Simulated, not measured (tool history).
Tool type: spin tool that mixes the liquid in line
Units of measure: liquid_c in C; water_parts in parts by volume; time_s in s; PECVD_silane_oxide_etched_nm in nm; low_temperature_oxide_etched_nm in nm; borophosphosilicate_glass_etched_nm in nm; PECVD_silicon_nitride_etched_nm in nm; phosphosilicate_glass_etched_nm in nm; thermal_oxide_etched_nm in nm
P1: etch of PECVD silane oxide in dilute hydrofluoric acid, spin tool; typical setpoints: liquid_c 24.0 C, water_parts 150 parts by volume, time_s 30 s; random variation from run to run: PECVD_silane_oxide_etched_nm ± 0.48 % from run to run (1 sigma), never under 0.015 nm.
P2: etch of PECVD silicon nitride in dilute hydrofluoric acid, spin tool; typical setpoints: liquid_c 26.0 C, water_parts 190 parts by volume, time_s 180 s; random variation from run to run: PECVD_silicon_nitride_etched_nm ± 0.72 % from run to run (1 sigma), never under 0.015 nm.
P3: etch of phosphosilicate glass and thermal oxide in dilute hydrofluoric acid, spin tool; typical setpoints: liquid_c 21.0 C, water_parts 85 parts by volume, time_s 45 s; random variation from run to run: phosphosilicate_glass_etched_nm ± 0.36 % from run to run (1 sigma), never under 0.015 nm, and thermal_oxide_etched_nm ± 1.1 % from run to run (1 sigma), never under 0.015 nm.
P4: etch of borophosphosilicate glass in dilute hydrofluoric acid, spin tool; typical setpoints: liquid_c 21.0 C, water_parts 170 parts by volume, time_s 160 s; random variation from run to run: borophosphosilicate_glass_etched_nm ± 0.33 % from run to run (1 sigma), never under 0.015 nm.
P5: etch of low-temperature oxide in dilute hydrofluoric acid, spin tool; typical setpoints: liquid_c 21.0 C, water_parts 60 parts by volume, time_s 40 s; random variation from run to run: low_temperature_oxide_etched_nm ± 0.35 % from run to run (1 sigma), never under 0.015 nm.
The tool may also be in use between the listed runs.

| run | day | process | liquid_c | water_parts | time_s | hours since the thermometer was replaced | hours since the hydrofluoric acid flow meter was replaced | PECVD_silane_oxide_etched_nm | low_temperature_oxide_etched_nm | borophosphosilicate_glass_etched_nm | PECVD_silicon_nitride_etched_nm | phosphosilicate_glass_etched_nm | thermal_oxide_etched_nm |
|---|---|---|---|---|---|---|---|---|---|---|---|---|---|
| 1 | 0.612 | P1 | 24.0 | 150 | 30 | 78.8 | 504.7 | 4.9464 |  |  |  |  |  |
| 2 | 1.138 | P1 | 24.0 | 235 | 15 | 91.4 | 517.3 | 1.4238 |  |  |  |  |  |
| 3 | 1.512 | P5 | 21.0 | 95 | 40 | 100.4 | 526.3 |  | 10.281 |  |  |  |  |
| 4 | 1.838 | P4 | 17.0 | 170 | 160 | 108.2 | 534.1 |  |  | 36.894 |  |  |  |
| 5 | 2.429 | P2 | 33.5 | 190 | 180 | 122.4 | 548.3 |  |  |  | 5.0014 |  |  |
| 6 | 3.042 | P3 | 21.0 | 145 | 45 | 137.1 | 563.0 |  |  |  |  | 17.355 | 1.2730 |
| 7 | 3.629 | P1 | 24.0 | 150 | 50 | 151.2 | 577.1 | 8.1623 |  |  |  |  |  |
| 8 | 3.992 | P5 | 21.0 | 60 | 40 | 159.9 | 585.8 |  | 16.783 |  |  |  |  |
| 9 | 4.296 | P3 | 21.0 | 85 | 45 | 167.2 | 593.1 |  |  |  |  | 31.601 | 2.2349 |
| 10 | 4.962 | P1 | 24.0 | 150 | 15 | 183.2 | 609.1 | 2.4708 |  |  |  |  |  |
| 11 | 5.275 | P4 | 21.0 | 170 | 160 | 190.7 | 616.6 |  |  | 43.419 |  |  |  |
| 12 | 5.812 | P4 | 21.0 | 170 | 315 | 203.6 | 629.5 |  |  | 85.348 |  |  |  |
| 13 | 6.429 | P1 | 24.0 | 150 | 30 | 218.4 | 644.3 | 4.9244 |  |  |  |  |  |
| 14 | 6.862 | P1 | 28.0 | 150 | 45 | 228.8 | 654.7 | 8.6255 |  |  |  |  |  |
| 15 | 7.292 | P5 | 21.0 | 60 | 70 | 239.1 | 665.0 |  | 29.480 |  |  |  |  |
| 16 | 7.717 | P2 | 26.0 | 190 | 60 | 249.3 | 675.2 |  |  |  | 1.0813 |  |  |
| 17 | 8.192 | P1 | 24.0 | 150 | 30 | 260.7 | 686.6 | 4.9472 |  |  |  |  |  |
| 18 | 8.692 | P3 | 28.5 | 85 | 45 | 272.7 | 698.6 |  |  |  |  | 42.731 | 3.0758 |
| 19 | 9.125 | P2 | 26.0 | 190 | 180 | 283.1 | 709.0 |  |  |  | 3.2583 |  |  |
| 20 | 9.771 | P1 | 24.0 | 150 | 30 | 298.6 | 724.5 | 4.9894 |  |  |  |  |  |
| 21 | 10.392 | P3 | 21.0 | 85 | 70 | 313.5 | 739.4 |  |  |  |  | 49.535 | 3.5888 |
| 22 | 10.912 | P1 | 28.0 | 150 | 30 | 326.0 | 751.9 | 5.7316 |  |  |  |  |  |
| 23 | 11.217 | P4 | 21.0 | 170 | 160 | 333.3 | 759.2 |  |  | 43.426 |  |  |  |
| 24 | 11.683 | P4 | 21.0 | 295 | 160 | 344.5 | 770.4 |  |  | 22.173 |  |  |  |
| 25 | 12.254 | P1 | 24.0 | 255 | 30 | 358.2 | 784.1 | 2.6171 |  |  |  |  |  |
| 26 | 12.658 | P1 | 17.5 | 150 | 30 | 367.9 | 793.8 | 3.8680 |  |  |  |  |  |
| 27 | 13.083 | P5 | 27.5 | 60 | 40 | 378.1 | 804.0 |  | 21.988 |  |  |  |  |
| 28 | 13.708 | P1 | 24.0 | 40 | 30 | 393.1 | 819.0 | 21.0330 |  |  |  |  |  |
| 29 | 14.346 | P2 | 26.0 | 100 | 180 | 408.4 | 834.3 |  |  |  | 6.0853 |  |  |

Run 30 has not been measured yet. What should we expect?
| 30 | 14.983 | P1 | 24.0 | 150 | 30 | 423.7 | 849.6 | ? |  |  |  |  |  |

Run 30 came out at PECVD_silane_oxide_etched_nm 4.9296 nm.
